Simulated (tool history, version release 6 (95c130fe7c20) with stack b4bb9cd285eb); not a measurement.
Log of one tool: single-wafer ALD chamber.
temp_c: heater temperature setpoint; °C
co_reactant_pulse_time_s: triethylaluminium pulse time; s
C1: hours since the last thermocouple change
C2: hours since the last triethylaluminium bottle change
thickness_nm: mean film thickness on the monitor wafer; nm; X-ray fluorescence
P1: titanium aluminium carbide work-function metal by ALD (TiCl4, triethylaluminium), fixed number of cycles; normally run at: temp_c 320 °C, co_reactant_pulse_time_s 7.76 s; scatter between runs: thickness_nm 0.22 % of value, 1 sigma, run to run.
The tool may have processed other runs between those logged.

Run 1, hour 4.1: temp_c 320 °C, co_reactant_pulse_time_s 7.76 s; C1 1113.2; C2 1274.2. Result: thickness_nm 2.1198 nm.
Run 2, hour 6.5: temp_c 320 °C, co_reactant_pulse_time_s 7.76 s; C1 1115.6; C2 1276.6. Result: thickness_nm 2.1181 nm.
Run 3, hour 10.3: temp_c 298 °C, co_reactant_pulse_time_s 12.44 s; C1 1119.4; C2 1280.4. Result: thickness_nm 2.0434 nm.
Run 4, hour 13.7: temp_c 320 °C, co_reactant_pulse_time_s 7.76 s; C1 1122.8; C2 1283.8. Result: thickness_nm 2.1198 nm.
Run 5, hour 17: temp_c 337 °C, co_reactant_pulse_time_s 10.47 s; C1 1126.1; C2 1287.1. Result: thickness_nm 2.356 nm.
Run 6, hour 21.6: temp_c 341 °C, co_reactant_pulse_time_s 7.76 s; C1 1130.7; C2 1291.7. Result: thickness_nm 2.3067 nm.
Run 7, hour 25.6: temp_c 320 °C, co_reactant_pulse_time_s 7.76 s; C1 1134.7; C2 1295.7. Result: thickness_nm 2.1093 nm.
Run 8, hour 28.8: temp_c 320 °C, co_reactant_pulse_time_s 7.76 s; C1 1137.9; C2 1298.9. Result: thickness_nm 2.1149 nm.
Run 9, hour 31.8: temp_c 300 °C, co_reactant_pulse_time_s 9.84 s; C1 1140.9; C2 1301.9. Result: thickness_nm 2.0201 nm.
Run 10, hour 36.3: temp_c 320 °C, co_reactant_pulse_time_s 3.12 s; C1 1145.4; C2 1306.4. Result: thickness_nm 1.4909 nm.
Run 11, hour 41: temp_c 320 °C, co_reactant_pulse_time_s 7.76 s; C1 1150.1; C2 1311.1. Result: thickness_nm 2.1132 nm.
Run 12, hour 43.4: temp_c 320 °C, co_reactant_pulse_time_s 10.33 s; C1 1152.5; C2 1313.5. Result: thickness_nm 2.2145 nm.
Run 13, hour 46.4: temp_c 295 °C, co_reactant_pulse_time_s 7.76 s; C1 1155.5; C2 1316.5. Result: thickness_nm 1.9006 nm.
Run 14, hour 49.4: temp_c 320 °C, co_reactant_pulse_time_s 7.76 s; C1 1158.5; C2 1319.5. Result: thickness_nm 2.1163 nm.
Run 15, hour 53.6: temp_c 320 °C, co_reactant_pulse_time_s 7.76 s; C1 1162.7; C2 1323.7. Result: thickness_nm 2.1087 nm.
Run 16, hour 57.5: temp_c 320 °C, co_reactant_pulse_time_s 7.76 s; C1 1166.6; C2 1327.6. Result: thickness_nm 2.096 nm.
Run 17, hour 59.8: temp_c 320 °C, co_reactant_pulse_time_s 7.76 s; C1 1168.9; C2 1329.9. Result: thickness_nm 2.08 nm.
Run 18, hour 64: temp_c 320 °C, co_reactant_pulse_time_s 7.76 s; C1 1173.1; C2 1334.1. Result: thickness_nm 2.0885 nm.
Run 19, hour 68.1: temp_c 320 °C, co_reactant_pulse_time_s 7.76 s; C1 1177.2; C2 1338.2. Result: thickness_nm 2.0803 nm.
Run 20, hour 72.6: temp_c 320 °C, co_reactant_pulse_time_s 7.76 s; C1 1181.7; C2 1342.7. Result: thickness_nm 2.0799 nm.
Run 21, hour 77: temp_c 320 °C, co_reactant_pulse_time_s 7.76 s; C1 1186.1; C2 1347.1. Result: thickness_nm 2.0715 nm.

For run 22, what comes out?
Run 22, hour 81.6: temp_c 320 °C, co_reactant_pulse_time_s 7.76 s; C1 1190.7; C2 1351.7. Result: thickness_nm ?.

{"run 22": {"thickness_nm": 2.0695}}
